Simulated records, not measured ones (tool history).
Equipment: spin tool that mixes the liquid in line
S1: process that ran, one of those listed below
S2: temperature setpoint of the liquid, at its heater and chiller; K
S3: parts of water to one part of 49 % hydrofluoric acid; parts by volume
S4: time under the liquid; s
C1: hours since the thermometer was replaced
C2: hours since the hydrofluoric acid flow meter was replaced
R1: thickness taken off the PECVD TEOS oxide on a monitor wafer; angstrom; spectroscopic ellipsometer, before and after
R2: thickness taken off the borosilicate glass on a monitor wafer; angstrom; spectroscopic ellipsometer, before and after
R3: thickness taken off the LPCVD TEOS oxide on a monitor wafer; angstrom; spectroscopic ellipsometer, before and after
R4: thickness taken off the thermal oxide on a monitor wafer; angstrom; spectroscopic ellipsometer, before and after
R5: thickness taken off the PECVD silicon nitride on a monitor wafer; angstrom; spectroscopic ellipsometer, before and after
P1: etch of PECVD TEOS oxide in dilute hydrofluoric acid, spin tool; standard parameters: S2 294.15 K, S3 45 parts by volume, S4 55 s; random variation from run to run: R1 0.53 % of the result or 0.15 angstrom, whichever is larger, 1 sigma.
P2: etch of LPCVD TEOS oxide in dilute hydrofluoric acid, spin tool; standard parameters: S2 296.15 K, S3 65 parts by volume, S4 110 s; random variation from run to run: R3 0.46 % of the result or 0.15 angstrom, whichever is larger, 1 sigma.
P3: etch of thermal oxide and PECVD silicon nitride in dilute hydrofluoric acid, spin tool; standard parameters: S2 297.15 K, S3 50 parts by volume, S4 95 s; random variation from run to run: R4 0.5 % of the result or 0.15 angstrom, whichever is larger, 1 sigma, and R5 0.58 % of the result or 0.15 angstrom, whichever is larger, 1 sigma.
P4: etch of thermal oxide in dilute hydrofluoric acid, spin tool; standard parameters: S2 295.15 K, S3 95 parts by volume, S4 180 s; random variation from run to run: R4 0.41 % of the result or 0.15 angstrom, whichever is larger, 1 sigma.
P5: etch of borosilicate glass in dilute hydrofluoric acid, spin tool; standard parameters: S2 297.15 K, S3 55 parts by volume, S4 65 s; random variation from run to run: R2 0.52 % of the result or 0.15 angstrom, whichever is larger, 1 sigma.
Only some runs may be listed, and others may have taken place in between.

run,hour,S1,S2,S3,S4,C1,C2,R1,R2,R3,R4,R5
1,11.8,P1,294.15,45,55,305.5,535.5,336.52,,,,
2,20.6,P5,297.15,100,65,314.3,544.3,,245.62,,,
3,30.9,P1,294.15,45,100,324.6,554.6,610.48,,,,
4,42.5,P1,294.15,45,55,336.2,566.2,338.64,,,,
5,48.8,P2,296.15,30,110,342.5,572.5,,,1372.9,,
# hour 49.9: thermometer replaced
6,60,P3,297.15,50,155,10.1,583.7,,,,155.95,70.918
7,67,P2,296.15,65,110,17.1,590.7,,,615.17,,
8,73.3,P5,297.15,55,65,23.4,597,,470.48,,,
9,84.3,P1,294.15,45,15,34.4,608,91.979,,,,
10,97.6,P1,294.15,45,55,47.7,621.3,335.05,,,,
11,110.7,P1,302.15,45,55,60.8,634.4,468.64,,,,
12,122.6,P4,295.15,95,335,72.7,646.3,,,,157.06,
13,131.9,P2,296.15,65,205,82,655.6,,,1135.1,,
14,145.1,P1,290.15,45,55,95.2,668.8,280.49,,,,
15,156.8,P5,297.15,55,15,106.9,680.5,,108.46,,,
16,167.9,P1,294.15,75,55,118,691.6,194.67,,,,
17,178.8,P5,297.15,55,65,128.9,702.5,,471.62,,,
18,186,P4,295.15,95,180,136.1,709.7,,,,84.55,
19,197.2,P1,294.15,45,55,147.3,720.9,339.07,,,,
20,203.4,P1,300.15,75,55,153.5,727.1,248.68,,,,
21,213.2,P2,296.15,65,110,163.3,736.9,,,611.64,,
22,222.1,P3,304.65,50,95,172.2,745.8,,,,129.17,71.315
23,232,P1,294.15,60,95,182.1,755.7,430.45,,,,
24,242.3,P1,294.15,25,55,192.4,766,619.63,,,,
25,253.7,P1,290.15,45,85,203.8,777.4,434.94,,,,
26,266.7,P4,290.15,95,180,216.8,790.4,,,,69.142,
27,275.6,P3,297.15,50,95,225.7,799.3,,,,95.766,43.172
28,281.8,P2,300.15,65,110,231.9,805.5,,,716.15,,
29,290.9,P3,297.15,50,95,241,814.6,,,,95.116,43.358
30,302.7,P4,295.15,175,180,252.8,826.4,,,,41.897,
31,309.6,P5,290.15,55,65,259.7,833.3,,349.36,,,
32,320.1,P3,297.15,70,95,270.2,843.8,,,,66.08,31.135
33,331.9,P1,294.15,45,55,282,855.6,336.62,,,,
34,343.8,P1,294.15,45,55,293.9,867.5,325.38,,,,
35,353.4,P1,294.15,45,55,303.5,877.1,319.25,,,,
36,362.8,P1,294.15,45,55,312.9,886.5,318.55,,,,
37,370.7,P1,294.15,45,55,320.8,894.4,317.43,,,,
38,378.2,P1,294.15,45,55,328.3,901.9,317.15,,,,
39,384.4,P1,294.15,45,55,334.5,908.1,312.6,,,,
40,392,P1,294.15,45,55,342.1,915.7,312.66,,,,
41,399.3,P1,294.15,45,55,349.4,923,314.86,,,,

What P1 gives has crept off from where it sat before. The 2 causes that follow fit the log equally well, each at the size noted:
A: liquid colder than its thermometer reads (K) = 1.6
B: hydrofluoric acid flow below the setpoint (%) = 6.22
The process output started creeping at around hour 331.9.

The 4 check runs listed below each average the results of 2 wafers, and their outcomes are marked with question marks. Under which run would the listed causes produce clearly different results?
check 1,406.6,P5,297.15,55,65,,,,?,,,
check 2,406.6,P3,297.15,50,95,,,,,,?,?
check 3,406.6,P4,295.15,95,180,,,,,,?,
check 4,406.6,P2,296.15,65,110,,,,,?,,

Check results expected under each cause:
check,result,if A,if B
check 1,R2,438.95,437.62
check 2,R4,89.357,89.142
check 2,R5,38.909,40.724
check 3,R4,79.224,78.72
check 4,R3,571.5,569.45
Minimum pairwise separation of causes per check, each pair taken at its best-separating result: check 1 0.3 %; check 2 4.56 %; check 3 0.64 %; check 4 0.36 %
Of the check runs offered, only check 2 discriminates between the causes; the rest would read about the same regardless of which cause applies.

Running check 2 produced the following: R4 89.492 angstrom; R5 38.987 angstrom. Which one of the listed causes fits?

Of the candidate causes, it is A: liquid colder than its thermometer reads (K).
